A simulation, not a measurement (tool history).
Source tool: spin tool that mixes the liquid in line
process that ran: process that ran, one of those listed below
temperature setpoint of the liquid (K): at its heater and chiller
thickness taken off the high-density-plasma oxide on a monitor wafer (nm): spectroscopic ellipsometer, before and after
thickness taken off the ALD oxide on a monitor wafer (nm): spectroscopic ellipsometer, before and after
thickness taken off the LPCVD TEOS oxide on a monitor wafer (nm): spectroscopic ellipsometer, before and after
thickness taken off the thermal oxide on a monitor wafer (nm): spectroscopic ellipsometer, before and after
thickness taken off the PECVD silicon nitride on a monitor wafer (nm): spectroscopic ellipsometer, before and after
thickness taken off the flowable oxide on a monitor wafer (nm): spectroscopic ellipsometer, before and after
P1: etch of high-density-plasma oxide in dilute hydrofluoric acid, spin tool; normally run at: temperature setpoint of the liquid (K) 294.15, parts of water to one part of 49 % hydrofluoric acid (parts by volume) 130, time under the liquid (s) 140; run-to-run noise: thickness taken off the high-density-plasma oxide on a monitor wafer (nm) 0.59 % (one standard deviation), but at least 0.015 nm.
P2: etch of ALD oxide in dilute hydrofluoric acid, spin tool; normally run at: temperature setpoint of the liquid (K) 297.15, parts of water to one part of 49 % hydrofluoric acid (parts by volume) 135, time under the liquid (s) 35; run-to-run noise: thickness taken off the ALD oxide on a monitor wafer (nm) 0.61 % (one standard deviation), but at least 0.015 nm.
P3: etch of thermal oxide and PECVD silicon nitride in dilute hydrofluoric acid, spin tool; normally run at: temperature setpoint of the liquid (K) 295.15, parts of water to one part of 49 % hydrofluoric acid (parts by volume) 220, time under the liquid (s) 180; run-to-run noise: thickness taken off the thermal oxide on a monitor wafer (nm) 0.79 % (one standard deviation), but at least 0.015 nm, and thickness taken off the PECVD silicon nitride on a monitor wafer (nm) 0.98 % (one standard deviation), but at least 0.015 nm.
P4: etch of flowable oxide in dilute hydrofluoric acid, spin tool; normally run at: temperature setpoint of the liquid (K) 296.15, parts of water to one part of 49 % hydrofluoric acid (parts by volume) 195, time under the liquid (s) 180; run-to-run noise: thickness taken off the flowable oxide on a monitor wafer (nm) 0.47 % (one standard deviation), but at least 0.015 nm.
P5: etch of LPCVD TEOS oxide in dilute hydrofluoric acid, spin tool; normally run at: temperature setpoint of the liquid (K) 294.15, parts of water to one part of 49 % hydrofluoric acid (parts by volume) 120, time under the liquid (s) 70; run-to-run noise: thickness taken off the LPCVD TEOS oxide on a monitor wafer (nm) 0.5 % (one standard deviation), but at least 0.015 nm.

run,hour,process that ran,temperature setpoint of the liquid (K),parts of water to one part of 49 % hydrofluoric acid (parts by volume),time under the liquid (s),hours since the thermometer was replaced,hours since the hydrofluoric acid flow meter was replaced,thickness taken off the high-density-plasma oxide on a monitor wafer (nm),thickness taken off the ALD oxide on a monitor wafer (nm),thickness taken off the LPCVD TEOS oxide on a monitor wafer (nm),thickness taken off the thermal oxide on a monitor wafer (nm),thickness taken off the PECVD silicon nitride on a monitor wafer (nm),thickness taken off the flowable oxide on a monitor wafer (nm)
1,11,P1,294.15,130,140,417.5,1769.3,4.6863,,,,,
2,19.3,P2,297.15,35,35,425.8,1777.6,,20.889,,,,
3,32.6,P5,294.15,210,70,439.1,1790.9,,,4.4585,,,
4,46.4,P3,295.15,220,180,452.9,1804.7,,,,3.1745,2.0663,
5,63.5,P1,294.15,130,140,470,1821.8,4.7024,,,,,
6,75.8,P2,292.15,135,35,482.3,1834.1,,3.9368,,,,
7,87.8,P1,294.15,65,140,494.3,1846.1,10.147,,,,,
8,96.8,P4,296.15,195,320,503.3,1855.1,,,,,,66.109
9,105.9,P1,294.15,130,255,512.4,1864.2,8.5566,,,,,
10,113.6,P4,296.15,195,180,520.1,1871.9,,,,,,37.35
11,124.6,P1,294.15,130,140,531.1,1882.9,4.6942,,,,,
12,139.4,P1,294.15,130,45,545.9,1897.7,1.5093,,,,,
13,154.7,P5,290.15,120,70,561.2,1913,,,7.2761,,,
14,171.4,P2,297.15,135,35,577.9,1929.7,,4.8039,,,,
15,187.6,P2,297.15,135,15,594.1,1945.9,,2.0864,,,,
16,196.5,P1,300.65,70,140,603,1954.8,12.173,,,,,
17,206.7,P2,297.15,135,35,613.2,1965,,4.8216,,,,
18,221.7,P1,294.15,200,140,628.2,1980,2.8159,,,,,
19,239.2,P3,295.15,130,180,645.7,1997.5,,,,5.9554,3.401,
20,255.8,P1,294.15,130,140,662.3,2014.1,4.6898,,,,,
21,263.5,P4,296.15,65,180,670,2021.8,,,,,,128.16
22,272.4,P4,290.15,195,180,678.9,2030.7,,,,,,29.457
23,284.7,P3,290.15,220,180,691.2,2043,,,,2.6318,1.4795,
24,294.9,P3,295.15,220,310,701.4,2053.2,,,,5.4702,3.5612,
25,306.7,P5,294.15,120,125,713.2,2065,,,15.287,,,
26,319,P1,299.15,130,85,725.5,2077.3,3.4354,,,,,
27,333.2,P1,300.15,130,140,739.7,2091.5,5.8546,,,,,
28,347.4,P5,294.15,120,70,753.9,2105.7,,,8.5489,,,
29,361.2,P1,294.15,130,140,767.7,2119.5,4.7147,,,,,
30,374.7,P1,294.15,130,140,781.2,2133,4.7156,,,,,
31,388.1,P1,290.15,130,140,794.6,2146.4,3.9852,,,,,
32,397.3,P1,294.15,130,140,803.8,2155.6,4.6679,,,,,
33,414.8,P1,294.15,130,140,821.3,2173.1,4.5338,,,,,
34,428.4,P1,294.15,130,140,834.9,2186.7,4.4528,,,,,
35,445,P1,294.15,130,140,851.5,2203.3,4.3827,,,,,
36,460.6,P1,294.15,130,140,867.1,2218.9,4.3563,,,,,
37,471.5,P1,294.15,130,140,878,2229.8,4.3579,,,,,
38,484.1,P1,294.15,130,140,890.6,2242.4,4.3287,,,,,
39,501.6,P1,294.15,130,140,908.1,2259.9,4.3186,,,,,
40,517.5,P1,294.15,130,140,924,2275.8,4.2625,,,,,
41,535,P1,294.15,130,140,941.5,2293.3,4.3198,,,,,
42,551.1,P1,294.15,130,140,957.6,2309.4,4.2626,,,,,

P1 no longer gives what it gave before; its output has crept away from where it was. The following 2 causes, each at its listed size, fit the log equally well:
A: hydrofluoric acid flow below the setpoint (%) = 7.74
B: liquid colder than its thermometer reads (K) = 2.3
The onset of the drift is placed at about hour 397.3.

Of the 4 check runs below, each run on 2 wafers with the results averaged and each result still a question mark, which one would tell the listed causes apart?
check 1,567.2,P4,296.15,85,180,,,,,,,,?
check 2,567.2,P3,291.65,220,180,,,,,,?,?,
check 3,567.2,P5,294.15,170,70,,,,,?,,,
check 4,567.2,P2,293.15,135,35,,,,?,,,,

Predicted outcomes, by check and by cause:
check,result,if A,if B
check 1,thickness taken off the flowable oxide on a monitor wafer (nm),88.114,87.707
check 2,thickness taken off the thermal oxide on a monitor wafer (nm),2.5375,2.5557
check 2,thickness taken off the PECVD silicon nitride on a monitor wafer (nm),1.5178,1.4066
check 3,thickness taken off the LPCVD TEOS oxide on a monitor wafer (nm),5.2139,5.2384
check 4,thickness taken off the ALD oxide on a monitor wafer (nm),3.7218,3.7185
Per-check spread between the two closest causes, in the result where they differ most: check 1 0.46 %; check 2 7.61 %; check 3 0.47 %; check 4 0.09 %
The causes can be told apart only by check 2. The other checks would give nearly the same results under each of them.

Check 2 was then run and gave: thickness taken off the thermal oxide on a monitor wafer (nm) 2.5572; thickness taken off the PECVD silicon nitride on a monitor wafer (nm) 1.5226. Which cause is it?

A is the cause: hydrofluoric acid flow below the setpoint (%).

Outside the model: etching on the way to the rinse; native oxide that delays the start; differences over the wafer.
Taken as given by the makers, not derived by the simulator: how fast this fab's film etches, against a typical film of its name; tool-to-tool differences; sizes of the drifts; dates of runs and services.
